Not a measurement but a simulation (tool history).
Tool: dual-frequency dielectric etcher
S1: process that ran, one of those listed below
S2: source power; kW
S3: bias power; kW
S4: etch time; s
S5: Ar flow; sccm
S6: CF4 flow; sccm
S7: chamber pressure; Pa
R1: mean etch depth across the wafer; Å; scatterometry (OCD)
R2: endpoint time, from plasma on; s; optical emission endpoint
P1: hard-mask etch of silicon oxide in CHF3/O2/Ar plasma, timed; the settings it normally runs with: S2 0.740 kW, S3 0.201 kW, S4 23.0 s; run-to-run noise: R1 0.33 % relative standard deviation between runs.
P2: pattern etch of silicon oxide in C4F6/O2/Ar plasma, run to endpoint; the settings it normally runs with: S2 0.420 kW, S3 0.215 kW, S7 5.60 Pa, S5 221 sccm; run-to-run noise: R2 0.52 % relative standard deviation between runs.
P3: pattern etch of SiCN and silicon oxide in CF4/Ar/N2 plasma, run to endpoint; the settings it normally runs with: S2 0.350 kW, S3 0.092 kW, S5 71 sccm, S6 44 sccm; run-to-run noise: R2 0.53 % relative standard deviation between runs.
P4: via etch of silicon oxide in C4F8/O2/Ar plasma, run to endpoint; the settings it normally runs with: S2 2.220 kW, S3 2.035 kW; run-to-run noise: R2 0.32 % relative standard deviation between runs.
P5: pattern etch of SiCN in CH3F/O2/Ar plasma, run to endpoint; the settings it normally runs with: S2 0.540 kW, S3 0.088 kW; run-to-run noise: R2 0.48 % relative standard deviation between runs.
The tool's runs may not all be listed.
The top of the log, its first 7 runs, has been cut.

run,hour,S1,S2,S3,S4,S5,S6,S7,R1,R2
8,102.7,P3,0.350,0.058,,71,44,,,24.807
9,118.9,P4,2.220,2.035,,,,,,310.140
10,132.2,P1,0.580,0.201,23.0,,,,460.81,
11,141.4,P1,0.740,0.201,17.5,,,,383.09,
12,155.3,P2,0.420,0.215,,221,,5.60,,11.681
13,170.5,P2,0.420,0.215,,221,,3.40,,10.977
14,184.5,P2,0.420,0.162,,221,,5.60,,12.738
15,200.9,P1,0.740,0.201,32.0,,,,696.41,
16,215.6,P4,2.220,2.678,,,,,,283.300
17,224.6,P1,0.740,0.201,23.0,,,,504.15,
18,237.3,P3,0.350,0.092,,71,60,,,20.114
19,254.8,P2,0.420,0.215,,153,,5.60,,11.157
20,268.2,P1,0.740,0.201,23.0,,,,505.14,
21,277.5,P1,0.740,0.129,29.0,,,,552.67,
22,290.5,P1,0.740,0.271,23.0,,,,560.53,
23,298.2,P3,0.230,0.092,,71,44,,,30.415
24,309.0,P1,0.740,0.201,23.0,,,,502.38,
25,325.8,P2,0.270,0.215,,221,,5.60,,13.803
26,340.8,P4,1.560,2.035,,,,,,356.650
27,353.5,P1,0.740,0.201,23.0,,,,503.38,
28,365.4,P2,0.420,0.215,,221,,5.60,,11.689
29,377.8,P1,0.930,0.201,23.0,,,,550.64,
30,388.5,P5,0.540,0.106,,,,,,15.743
31,404.7,P3,0.350,0.092,,85,44,,,21.463
32,420.4,P1,0.740,0.201,23.0,,,,503.67,

What does the tool deliver on the next run?
33,429.9,P3,0.350,0.092,,71,44,,,?

{"run 33": {"R2": 20.984}}
